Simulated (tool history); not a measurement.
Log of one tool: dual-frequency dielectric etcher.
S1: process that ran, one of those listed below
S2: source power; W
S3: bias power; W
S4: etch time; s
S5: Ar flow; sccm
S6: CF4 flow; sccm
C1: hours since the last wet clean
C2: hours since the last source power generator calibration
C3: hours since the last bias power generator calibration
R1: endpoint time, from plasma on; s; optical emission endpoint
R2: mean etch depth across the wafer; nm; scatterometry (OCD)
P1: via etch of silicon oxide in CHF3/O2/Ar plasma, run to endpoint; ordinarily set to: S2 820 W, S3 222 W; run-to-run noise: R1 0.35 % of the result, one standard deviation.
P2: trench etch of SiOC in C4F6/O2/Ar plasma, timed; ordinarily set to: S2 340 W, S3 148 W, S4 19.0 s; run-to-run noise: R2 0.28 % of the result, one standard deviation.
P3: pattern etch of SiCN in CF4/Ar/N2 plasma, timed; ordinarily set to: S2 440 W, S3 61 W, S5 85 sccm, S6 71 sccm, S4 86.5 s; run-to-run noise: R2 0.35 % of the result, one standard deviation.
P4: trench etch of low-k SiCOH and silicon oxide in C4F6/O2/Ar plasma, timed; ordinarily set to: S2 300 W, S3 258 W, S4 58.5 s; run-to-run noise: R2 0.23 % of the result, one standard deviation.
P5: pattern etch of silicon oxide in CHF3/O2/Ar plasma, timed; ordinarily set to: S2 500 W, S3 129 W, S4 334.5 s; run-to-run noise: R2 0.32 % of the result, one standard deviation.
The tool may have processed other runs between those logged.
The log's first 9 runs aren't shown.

Run 10, day 5.175: S1 P1, S2 640 W, S3 222 W; C1 214.8; C2 898.3; C3 1841.3. Result: R1 333.03 s.
Run 11, day 5.792: S1 P5, S2 500 W, S3 167 W, S4 334.5 s; C1 229.6; C2 913.1; C3 1856.1. Result: R2 604.350 nm.
Run 12, day 6.142: S1 P1, S2 1030 W, S3 222 W; C1 238.0; C2 921.5; C3 1864.5. Result: R1 278.73 s.
Run 13, day 6.917: S1 P1, S2 500 W, S3 180 W; C1 256.6; C2 940.1; C3 1883.1. Result: R1 392.93 s.
Run 14, day 7.550: S1 P3, S2 530 W, S3 61 W, S4 86.5 s, S5 85 sccm, S6 71 sccm; C1 271.8; C2 955.3; C3 1898.3. Result: R2 84.989 nm.
Run 15, day 7.900: S1 P4, S2 300 W, S3 258 W, S4 58.5 s; C1 280.2; C2 963.7; C3 1906.7. Result: R2 193.650 nm.
Run 16, day 8.238: S1 P3, S2 440 W, S3 61 W, S4 86.5 s, S5 85 sccm, S6 71 sccm; C1 288.3; C2 971.8; C3 1914.8. Result: R2 72.396 nm.
Run 17, day 8.842: S1 P1, S2 820 W, S3 222 W; C1 302.8; C2 986.3; C3 1929.3. Result: R1 302.82 s.
Run 18, day 9.333: S1 P1, S2 950 W, S3 180 W; C1 314.6; C2 998.1; C3 1941.1. Result: R1 309.08 s.
Run 19, day 9.717: S1 P3, S2 440 W, S3 61 W, S4 86.5 s, S5 85 sccm, S6 95 sccm; C1 323.8; C2 1007.3; C3 1950.3. Result: R2 75.159 nm.
Run 20, day 10.296: S1 P1, S2 820 W, S3 222 W; C1 337.7; C2 1021.2; C3 1964.2. Result: R1 304.41 s.
At day 10.612: bias power generator calibrated.
Run 21, day 11.008: S1 P5, S2 500 W, S3 129 W, S4 426.0 s; C1 354.8; C2 1038.3; C3 9.5. Result: R2 707.880 nm.
Run 22, day 11.567: S1 P1, S2 820 W, S3 313 W; C1 368.2; C2 1051.7; C3 22.9. Result: R1 267.44 s.
Run 23, day 12.054: S1 P1, S2 1070 W, S3 143 W; C1 379.9; C2 1063.4; C3 34.6. Result: R1 316.64 s.
Run 24, day 12.812: S1 P3, S2 440 W, S3 61 W, S4 123.0 s, S5 85 sccm, S6 71 sccm; C1 398.1; C2 1081.6; C3 52.8. Result: R2 103.190 nm.
Run 25, day 13.296: S1 P4, S2 300 W, S3 308 W, S4 58.5 s; C1 409.7; C2 1093.2; C3 64.4. Result: R2 205.830 nm.
Run 26, day 13.788: S1 P5, S2 500 W, S3 129 W, S4 334.5 s; C1 421.5; C2 1105.0; C3 76.2. Result: R2 559.110 nm.
Run 27, day 14.346: S1 P2, S2 340 W, S3 148 W, S4 25.5 s; C1 434.9; C2 1118.4; C3 89.6. Result: R2 46.329 nm.

Run 28 is up next; what results do you expect?
Run 28, day 14.992: S1 P4, S2 300 W, S3 258 W, S4 44.5 s; C1 450.4; C2 1133.9; C3 105.1. Result: R2 ?.

For run 28 the tool returned R2 146.930 nm.
